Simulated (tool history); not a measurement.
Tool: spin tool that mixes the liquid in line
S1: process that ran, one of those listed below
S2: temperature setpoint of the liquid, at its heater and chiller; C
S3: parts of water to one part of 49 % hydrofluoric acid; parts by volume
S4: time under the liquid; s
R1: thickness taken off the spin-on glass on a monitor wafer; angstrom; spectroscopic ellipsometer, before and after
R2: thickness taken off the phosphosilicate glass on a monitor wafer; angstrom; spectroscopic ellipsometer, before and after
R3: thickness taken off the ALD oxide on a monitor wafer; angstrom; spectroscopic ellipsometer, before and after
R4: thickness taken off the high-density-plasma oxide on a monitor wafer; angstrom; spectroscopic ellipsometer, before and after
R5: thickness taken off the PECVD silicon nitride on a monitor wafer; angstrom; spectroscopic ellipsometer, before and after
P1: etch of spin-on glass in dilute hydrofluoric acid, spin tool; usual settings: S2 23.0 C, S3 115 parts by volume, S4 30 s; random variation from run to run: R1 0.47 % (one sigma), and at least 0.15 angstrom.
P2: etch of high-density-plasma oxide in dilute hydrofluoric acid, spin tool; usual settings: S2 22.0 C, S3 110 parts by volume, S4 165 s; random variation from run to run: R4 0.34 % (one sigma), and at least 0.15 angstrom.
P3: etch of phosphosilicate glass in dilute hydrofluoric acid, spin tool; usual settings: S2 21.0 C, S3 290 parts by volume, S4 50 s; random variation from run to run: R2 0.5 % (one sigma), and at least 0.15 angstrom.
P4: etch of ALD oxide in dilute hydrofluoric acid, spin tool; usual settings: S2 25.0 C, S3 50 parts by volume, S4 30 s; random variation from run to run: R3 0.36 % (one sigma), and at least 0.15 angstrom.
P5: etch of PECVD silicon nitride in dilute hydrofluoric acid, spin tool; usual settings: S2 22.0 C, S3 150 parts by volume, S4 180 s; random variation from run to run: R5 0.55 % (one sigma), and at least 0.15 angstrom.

run 1 day=0.229 | S1=P1 S2=23.0 S3=115 S4=30 | R1=175.170
run 2 day=0.417 | S1=P3 S2=21.0 S3=125 S4=50 | R2=386.240
run 3 day=0.658 | S1=P4 S2=25.0 S3=50 S4=30 | R3=122.440
run 4 day=0.812 | S1=P1 S2=17.0 S3=115 S4=55 | R1=248.250
run 5 day=1.054 | S1=P2 S2=26.0 S3=110 S4=165 | R4=80.793
run 6 day=1.229 | S1=P1 S2=17.0 S3=115 S4=30 | R1=133.540
run 7 day=1.392 | S1=P5 S2=22.0 S3=60 S4=180 | R5=111.450
run 8 day=1.550 | S1=P3 S2=21.0 S3=290 S4=15 | R2=41.672
run 9 day=1.700 | S1=P1 S2=23.0 S3=60 S4=30 | R1=352.510
run 10 day=1.862 | S1=P1 S2=23.0 S3=175 S4=30 | R1=106.250
run 11 day=2.083 | S1=P4 S2=31.5 S3=50 S4=30 | R3=159.100
run 12 day=2.271 | S1=P1 S2=28.5 S3=115 S4=50 | R1=357.440
run 13 day=2.550 | S1=P2 S2=22.0 S3=110 S4=165 | R4=68.799
run 14 day=2.721 | S1=P5 S2=22.0 S3=150 S4=180 | R5=46.116
run 15 day=2.950 | S1=P3 S2=21.0 S3=290 S4=50 | R2=139.480
run 16 day=3.204 | S1=P1 S2=23.0 S3=115 S4=30 | R1=173.000
run 17 day=3.375 | S1=P3 S2=17.0 S3=290 S4=50 | R2=121.120
-- day=3.546 hydrofluoric acid flow meter replaced
run 18 day=3.558 | S1=P4 S2=25.0 S3=30 S4=30 | R3=211.300
run 19 day=3.846 | S1=P1 S2=28.0 S3=115 S4=30 | R1=210.180
run 20 day=4.133 | S1=P1 S2=23.0 S3=115 S4=15 | R1=87.225
run 21 day=4.346 | S1=P5 S2=22.0 S3=150 S4=60 | R5=15.324
run 22 day=4.612 | S1=P2 S2=22.0 S3=110 S4=295 | R4=123.040
run 23 day=4.808 | S1=P1 S2=23.0 S3=115 S4=30 | R1=173.950
run 24 day=4.983 | S1=P5 S2=28.0 S3=150 S4=180 | R5=67.924
run 25 day=5.208 | S1=P4 S2=25.0 S3=50 S4=15 | R3=61.262
run 26 day=5.342 | S1=P4 S2=25.0 S3=50 S4=30 | R3=122.640
run 27 day=5.562 | S1=P5 S2=22.0 S3=150 S4=180 | R5=45.628
run 28 day=5.833 | S1=P1 S2=17.0 S3=195 S4=30 | R1=73.621
run 29 day=6.062 | S1=P1 S2=23.0 S3=115 S4=55 | R1=316.480

Run 30 comes next. What will it give?
run 30 day=6.225 | S1=P2 S2=22.0 S3=20 S4=165 | R4=?

Run 30 gave R4 423.490 angstrom.

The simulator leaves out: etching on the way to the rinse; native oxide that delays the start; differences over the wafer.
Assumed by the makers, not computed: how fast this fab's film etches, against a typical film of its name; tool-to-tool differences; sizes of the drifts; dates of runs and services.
